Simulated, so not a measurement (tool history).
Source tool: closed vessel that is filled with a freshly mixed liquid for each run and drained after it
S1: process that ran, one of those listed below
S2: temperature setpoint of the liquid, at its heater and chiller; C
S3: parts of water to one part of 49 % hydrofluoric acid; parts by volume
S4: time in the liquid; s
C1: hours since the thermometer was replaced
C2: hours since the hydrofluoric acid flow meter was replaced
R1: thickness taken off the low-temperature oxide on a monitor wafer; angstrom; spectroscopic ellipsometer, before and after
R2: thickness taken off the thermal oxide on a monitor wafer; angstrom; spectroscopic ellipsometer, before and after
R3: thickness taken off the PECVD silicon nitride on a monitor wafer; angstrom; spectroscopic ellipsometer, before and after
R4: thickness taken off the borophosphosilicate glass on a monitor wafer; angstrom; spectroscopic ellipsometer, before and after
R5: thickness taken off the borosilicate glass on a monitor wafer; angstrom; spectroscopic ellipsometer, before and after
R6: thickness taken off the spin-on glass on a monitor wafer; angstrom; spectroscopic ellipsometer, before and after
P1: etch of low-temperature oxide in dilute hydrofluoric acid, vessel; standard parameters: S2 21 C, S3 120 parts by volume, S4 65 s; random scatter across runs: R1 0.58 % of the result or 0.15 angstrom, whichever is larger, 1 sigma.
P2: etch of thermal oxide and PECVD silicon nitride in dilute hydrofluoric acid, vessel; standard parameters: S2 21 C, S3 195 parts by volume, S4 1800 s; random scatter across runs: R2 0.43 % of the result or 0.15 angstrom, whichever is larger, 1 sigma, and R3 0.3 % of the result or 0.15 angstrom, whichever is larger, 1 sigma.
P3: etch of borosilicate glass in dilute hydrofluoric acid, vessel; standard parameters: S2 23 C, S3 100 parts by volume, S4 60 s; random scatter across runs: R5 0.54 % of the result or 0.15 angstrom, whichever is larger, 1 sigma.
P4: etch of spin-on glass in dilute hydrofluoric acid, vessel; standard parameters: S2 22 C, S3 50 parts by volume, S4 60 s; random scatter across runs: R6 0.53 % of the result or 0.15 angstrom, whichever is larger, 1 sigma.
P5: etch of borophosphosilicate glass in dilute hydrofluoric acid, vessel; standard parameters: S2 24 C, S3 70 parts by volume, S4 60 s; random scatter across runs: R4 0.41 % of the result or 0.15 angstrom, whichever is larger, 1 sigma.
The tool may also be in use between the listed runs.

{"run": 1, "hour": 4.3, "S1": "P1", "S2": 21, "S3": 120, "S4": 65, "C1": 294.9, "C2": 471.5, "R1": 103.84}
{"run": 2, "hour": 13.1, "S1": "P1", "S2": 21, "S3": 120, "S4": 30, "C1": 303.7, "C2": 480.3, "R1": 47.569}
{"run": 3, "hour": 20.0, "S1": "P2", "S2": 21, "S3": 195, "S4": 1800, "C1": 310.6, "C2": 487.2, "R2": 357.35, "R3": 342.81}
{"run": 4, "hour": 24.0, "S1": "P1", "S2": 21, "S3": 120, "S4": 65, "C1": 314.6, "C2": 491.2, "R1": 103.53}
{"run": 5, "hour": 30.7, "S1": "P5", "S2": 24, "S3": 70, "S4": 60, "C1": 321.3, "C2": 497.9, "R4": 525.31}
{"run": 6, "hour": 38.9, "S1": "P3", "S2": 23, "S3": 100, "S4": 60, "C1": 329.5, "C2": 506.1, "R5": 108.19}
{"run": 7, "hour": 47.8, "S1": "P4", "S2": 22, "S3": 25, "S4": 60, "C1": 338.4, "C2": 515, "R6": 999.66}
{"hour": 48.1, "done": "hydrofluoric acid flow meter replaced"}
{"run": 8, "hour": 52.1, "S1": "P1", "S2": 21, "S3": 120, "S4": 105, "C1": 342.7, "C2": 4, "R1": 166.66}
{"run": 9, "hour": 57.3, "S1": "P1", "S2": 21, "S3": 65, "S4": 30, "C1": 347.9, "C2": 9.2, "R1": 93.846}
{"run": 10, "hour": 65.6, "S1": "P3", "S2": 23, "S3": 100, "S4": 95, "C1": 356.2, "C2": 17.5, "R5": 171.23}
{"run": 11, "hour": 70.9, "S1": "P1", "S2": 21, "S3": 120, "S4": 65, "C1": 361.5, "C2": 22.8, "R1": 103.27}
{"run": 12, "hour": 76.6, "S1": "P1", "S2": 17, "S3": 120, "S4": 65, "C1": 367.2, "C2": 28.5, "R1": 86.931}
{"run": 13, "hour": 84.1, "S1": "P1", "S2": 21, "S3": 120, "S4": 65, "C1": 374.7, "C2": 36, "R1": 102.83}
{"run": 14, "hour": 90.0, "S1": "P2", "S2": 28.5, "S3": 195, "S4": 1800, "C1": 380.6, "C2": 41.9, "R2": 471.61, "R3": 551.71}
{"run": 15, "hour": 97.2, "S1": "P1", "S2": 21, "S3": 215, "S4": 65, "C1": 387.8, "C2": 49.1, "R1": 52.585}
{"run": 16, "hour": 101.2, "S1": "P1", "S2": 21, "S3": 55, "S4": 65, "C1": 391.8, "C2": 53.1, "R1": 242.15}
{"run": 17, "hour": 105.7, "S1": "P1", "S2": 28.5, "S3": 120, "S4": 100, "C1": 396.3, "C2": 57.6, "R1": 213.77}
{"run": 18, "hour": 111.0, "S1": "P2", "S2": 21, "S3": 195, "S4": 1800, "C1": 401.6, "C2": 62.9, "R2": 354.53, "R3": 343.78}
{"run": 19, "hour": 116.8, "S1": "P5", "S2": 18, "S3": 70, "S4": 60, "C1": 407.4, "C2": 68.7, "R4": 410.11}
{"run": 20, "hour": 123.8, "S1": "P4", "S2": 17, "S3": 50, "S4": 60, "C1": 414.4, "C2": 75.7, "R6": 389.21}
{"run": 21, "hour": 131.7, "S1": "P3", "S2": 23, "S3": 100, "S4": 60, "C1": 422.3, "C2": 83.6, "R5": 108.78}
{"run": 22, "hour": 136.9, "S1": "P4", "S2": 22, "S3": 50, "S4": 105, "C1": 427.5, "C2": 88.8, "R6": 845.85}
{"run": 23, "hour": 145.7, "S1": "P5", "S2": 24, "S3": 70, "S4": 85, "C1": 436.3, "C2": 97.6, "R4": 740.43}
{"run": 24, "hour": 153.0, "S1": "P3", "S2": 23, "S3": 170, "S4": 60, "C1": 443.6, "C2": 104.9, "R5": 59.38}
{"run": 25, "hour": 161.6, "S1": "P3", "S2": 17, "S3": 100, "S4": 60, "C1": 452.2, "C2": 113.5, "R5": 85.918}
{"run": 26, "hour": 169.4, "S1": "P2", "S2": 21, "S3": 195, "S4": 3195, "C1": 460, "C2": 121.3, "R2": 630.36, "R3": 607.8}
{"run": 27, "hour": 173.3, "S1": "P1", "S2": 21, "S3": 120, "S4": 65, "C1": 463.9, "C2": 125.2, "R1": 103.61}
{"run": 28, "hour": 180.1, "S1": "P1", "S2": 26.5, "S3": 120, "S4": 65, "C1": 470.7, "C2": 132, "R1": 128.45}
{"run": 29, "hour": 187.8, "S1": "P5", "S2": 24, "S3": 115, "S4": 60, "C1": 478.4, "C2": 139.7, "R4": 301.94}
{"run": 30, "hour": 193.6, "S1": "P4", "S2": 22, "S3": 50, "S4": 60, "C1": 484.2, "C2": 145.5, "R6": 484.37}
{"run": 31, "hour": 198.5, "S1": "P2", "S2": 21, "S3": 290, "S4": 1800, "C1": 489.1, "C2": 150.4, "R2": 218.08, "R3": 233.41}
{"run": 32, "hour": 206.8, "S1": "P1", "S2": 26, "S3": 160, "S4": 65, "C1": 497.4, "C2": 158.7, "R1": 88.959}
{"run": 33, "hour": 215.2, "S1": "P1", "S2": 21, "S3": 120, "S4": 65, "C1": 505.8, "C2": 167.1, "R1": 102.58}
{"run": 34, "hour": 222.8, "S1": "P4", "S2": 22, "S3": 50, "S4": 60, "C1": 513.4, "C2": 174.7, "R6": 489.67}
{"run": 35, "hour": 228.2, "S1": "P1", "S2": 21, "S3": 120, "S4": 65, "C1": 518.8, "C2": 180.1, "R1": 103.34}
{"run": 36, "hour": 234.3, "S1": "P1", "S2": 21, "S3": 120, "S4": 65, "C1": 524.9, "C2": 186.2, "R1": 100.5}
{"run": 37, "hour": 240.1, "S1": "P1", "S2": 21, "S3": 120, "S4": 65, "C1": 530.7, "C2": 192, "R1": 98.199}
{"run": 38, "hour": 248.1, "S1": "P1", "S2": 21, "S3": 120, "S4": 65, "C1": 538.7, "C2": 200, "R1": 96.988}
{"run": 39, "hour": 255.7, "S1": "P1", "S2": 21, "S3": 120, "S4": 65, "C1": 546.3, "C2": 207.6, "R1": 95.859}
{"run": 40, "hour": 262.7, "S1": "P1", "S2": 21, "S3": 120, "S4": 65, "C1": 553.3, "C2": 214.6, "R1": 94.831}
{"run": 41, "hour": 267.8, "S1": "P1", "S2": 21, "S3": 120, "S4": 65, "C1": 558.4, "C2": 219.7, "R1": 95.097}
{"run": 42, "hour": 274.8, "S1": "P1", "S2": 21, "S3": 120, "S4": 65, "C1": 565.4, "C2": 226.7, "R1": 94.464}
{"run": 43, "hour": 279.8, "S1": "P1", "S2": 21, "S3": 120, "S4": 65, "C1": 570.4, "C2": 231.7, "R1": 94.447}
{"run": 44, "hour": 283.6, "S1": "P1", "S2": 21, "S3": 120, "S4": 65, "C1": 574.2, "C2": 235.5, "R1": 93.201}
{"run": 45, "hour": 288.6, "S1": "P1", "S2": 21, "S3": 120, "S4": 65, "C1": 579.2, "C2": 240.5, "R1": 94.749}

The output of P1 has drifted from where it used to be. Each of the 2 causes below, taken at the size shown beside it, accounts for the log equally well:
A: liquid colder than its thermometer reads (K) = 2.24
B: hydrofluoric acid flow below the setpoint (%) = 7.68
At approximately hour 228.2, the process output began to creep.

Each of the 4 check runs below uses one wafer; its results are left as question marks. Which run tells the causes apart?
{"run": "check 1", "hour": 293.6, "S1": "P3", "S2": 23, "S3": 100, "S4": 60, "R5": "?"}
{"run": "check 2", "hour": 293.6, "S1": "P4", "S2": 22, "S3": 50, "S4": 60, "R6": "?"}
{"run": "check 3", "hour": 293.6, "S1": "P2", "S2": 21, "S3": 195, "S4": 1800, "R2": "?", "R3": "?"}
{"run": "check 4", "hour": 293.6, "S1": "P5", "S2": 24, "S3": 70, "S4": 60, "R4": "?"}

How each check would come out, cause by cause:
check=check_1 result=R5 if_A=99.604 if_B=99.667
check=check_2 result=R6 if_A=440.46 if_B=444.58
check=check_3 result=R2 if_A=326.82 if_B=323.8
check=check_3 result=R3 if_A=296.34 if_B=317.65
check=check_4 result=R4 if_A=478.93 if_B=480.98
Smallest distance between any two causes, each pair judged by its most separating result, in per cent: check 1 0.06 %; check 2 0.93 %; check 3 6.94 %; check 4 0.43 %
Only in check 3 would the causes give clearly different results; in the remaining checks their results would be nearly the same.

Check 3 was carried out, with these results: R2 326.55 angstrom; R3 296.7 angstrom. Which of the listed causes is responsible?

It was cause A: liquid colder than its thermometer reads (K).
